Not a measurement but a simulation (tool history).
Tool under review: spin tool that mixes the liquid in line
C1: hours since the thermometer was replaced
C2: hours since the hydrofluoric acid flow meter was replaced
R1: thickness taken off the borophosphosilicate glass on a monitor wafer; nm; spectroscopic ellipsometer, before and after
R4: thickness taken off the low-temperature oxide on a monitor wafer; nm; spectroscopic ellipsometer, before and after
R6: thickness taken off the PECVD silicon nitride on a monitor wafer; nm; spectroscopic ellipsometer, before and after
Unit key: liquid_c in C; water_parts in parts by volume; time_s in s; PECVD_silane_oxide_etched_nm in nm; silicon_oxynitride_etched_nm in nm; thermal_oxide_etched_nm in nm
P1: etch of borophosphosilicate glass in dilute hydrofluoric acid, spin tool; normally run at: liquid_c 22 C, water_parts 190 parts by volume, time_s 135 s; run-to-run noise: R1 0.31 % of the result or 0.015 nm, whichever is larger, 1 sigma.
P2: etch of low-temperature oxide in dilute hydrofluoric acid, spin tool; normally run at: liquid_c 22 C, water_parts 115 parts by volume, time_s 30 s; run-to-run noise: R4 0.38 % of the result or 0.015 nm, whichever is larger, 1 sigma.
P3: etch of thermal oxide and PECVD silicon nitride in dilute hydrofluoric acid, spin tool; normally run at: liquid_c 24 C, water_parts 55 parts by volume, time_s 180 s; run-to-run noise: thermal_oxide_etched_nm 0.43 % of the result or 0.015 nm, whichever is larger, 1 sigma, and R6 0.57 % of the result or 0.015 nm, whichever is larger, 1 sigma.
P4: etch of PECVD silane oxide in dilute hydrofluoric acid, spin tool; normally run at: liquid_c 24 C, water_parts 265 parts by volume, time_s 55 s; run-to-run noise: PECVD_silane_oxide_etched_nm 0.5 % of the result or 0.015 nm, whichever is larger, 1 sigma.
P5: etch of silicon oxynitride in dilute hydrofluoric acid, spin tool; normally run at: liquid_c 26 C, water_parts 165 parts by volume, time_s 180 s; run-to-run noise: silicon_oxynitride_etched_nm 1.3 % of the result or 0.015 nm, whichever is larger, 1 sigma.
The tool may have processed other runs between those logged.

run 1 hour=13.6 | process=P1 liquid_c=22 water_parts=190 time_s=135 | C1=394.7 C2=248.4 | R1=25.826
run 2 hour=26.8 | process=P4 liquid_c=24 water_parts=265 time_s=55 | C1=407.9 C2=261.6 | PECVD_silane_oxide_etched_nm=4.0528
run 3 hour=35.5 | process=P1 liquid_c=17 water_parts=190 time_s=75 | C1=416.6 C2=270.3 | R1=11.869
run 4 hour=43.9 | process=P1 liquid_c=22 water_parts=190 time_s=30 | C1=425 C2=278.7 | R1=5.7789
run 5 hour=54.6 | process=P1 liquid_c=17 water_parts=190 time_s=135 | C1=435.7 C2=289.4 | R1=21.384
run 6 hour=65.6 | process=P5 liquid_c=26 water_parts=75 time_s=180 | C1=446.7 C2=300.4 | silicon_oxynitride_etched_nm=4.009
run 7 hour=74 | process=P1 liquid_c=22 water_parts=190 time_s=135 | C1=455.1 C2=308.8 | R1=26.146
run 8 hour=87 | process=P1 liquid_c=22 water_parts=70 time_s=135 | C1=468.1 C2=321.8 | R1=81.048
run 9 hour=97.8 | process=P4 liquid_c=29 water_parts=265 time_s=55 | C1=478.9 C2=332.6 | PECVD_silane_oxide_etched_nm=4.8264
run 10 hour=106.3 | process=P5 liquid_c=34 water_parts=165 time_s=180 | C1=487.4 C2=341.1 | silicon_oxynitride_etched_nm=2.3307
run 11 hour=116 | process=P1 liquid_c=17 water_parts=50 time_s=135 | C1=497.1 C2=350.8 | R1=93.239
run 12 hour=122.5 | process=P2 liquid_c=22 water_parts=115 time_s=30 | C1=503.6 C2=357.3 | R4=8.3448
run 13 hour=131.3 | process=P1 liquid_c=22 water_parts=190 time_s=260 | C1=512.4 C2=366.1 | R1=50.162
run 14 hour=142.6 | process=P1 liquid_c=22 water_parts=260 time_s=135 | C1=523.7 C2=377.4 | R1=17.615
run 15 hour=152.3 | process=P2 liquid_c=17 water_parts=115 time_s=30 | C1=533.4 C2=387.1 | R4=6.8211
run 16 hour=159.8 | process=P3 liquid_c=24 water_parts=55 time_s=330 | C1=540.9 C2=394.6 | thermal_oxide_etched_nm=30.797 R6=24.293
run 17 hour=173.7 | process=P2 liquid_c=22 water_parts=115 time_s=15 | C1=554.8 C2=408.5 | R4=4.2
-- hour=179 thermometer replaced
run 18 hour=180.7 | process=P2 liquid_c=22 water_parts=30 time_s=30 | C1=1.8 C2=415.5 | R4=35.61
run 19 hour=192.2 | process=P3 liquid_c=32.5 water_parts=55 time_s=180 | C1=13.3 C2=427 | thermal_oxide_etched_nm=23.637 R6=22.89
run 20 hour=203.7 | process=P1 liquid_c=22 water_parts=190 time_s=135 | C1=24.8 C2=438.5 | R1=25.83
run 21 hour=212.3 | process=P4 liquid_c=24 water_parts=135 time_s=55 | C1=33.4 C2=447.1 | PECVD_silane_oxide_etched_nm=9.2379
run 22 hour=221.5 | process=P4 liquid_c=24 water_parts=265 time_s=95 | C1=42.6 C2=456.3 | PECVD_silane_oxide_etched_nm=6.969
run 23 hour=232.8 | process=P5 liquid_c=26 water_parts=165 time_s=180 | C1=53.9 C2=467.6 | silicon_oxynitride_etched_nm=1.6497
run 24 hour=241 | process=P4 liquid_c=24 water_parts=265 time_s=55 | C1=62.1 C2=475.8 | PECVD_silane_oxide_etched_nm=4.0635
run 25 hour=254.3 | process=P3 liquid_c=24 water_parts=55 time_s=180 | C1=75.4 C2=489.1 | thermal_oxide_etched_nm=16.944 R6=13.328
run 26 hour=264.2 | process=P1 liquid_c=29 water_parts=190 time_s=135 | C1=85.3 C2=499 | R1=33.47
run 27 hour=270.7 | process=P3 liquid_c=24 water_parts=55 time_s=180 | C1=91.8 C2=505.5 | thermal_oxide_etched_nm=16.829 R6=13.292
run 28 hour=277.4 | process=P3 liquid_c=24 water_parts=85 time_s=180 | C1=98.5 C2=512.2 | thermal_oxide_etched_nm=10.373 R6=8.536
run 29 hour=284.6 | process=P1 liquid_c=22 water_parts=190 time_s=135 | C1=105.7 C2=519.4 | R1=26.021
run 30 hour=292.3 | process=P5 liquid_c=26 water_parts=165 time_s=335 | C1=113.4 C2=527.1 | silicon_oxynitride_etched_nm=3.066
run 31 hour=299.7 | process=P2 liquid_c=22 water_parts=115 time_s=30 | C1=120.8 C2=534.5 | R4=8.4102
run 32 hour=313.5 | process=P1 liquid_c=22 water_parts=190 time_s=135 | C1=134.6 C2=548.3 | R1=25.9
run 33 hour=327.3 | process=P1 liquid_c=22 water_parts=190 time_s=135 | C1=148.4 C2=562.1 | R1=26.515

For run 34, what comes out?
run 34 hour=336.3 | process=P1 liquid_c=22 water_parts=190 time_s=135 | C1=157.4 C2=571.1 | R1=?

R1: 26.974 nm
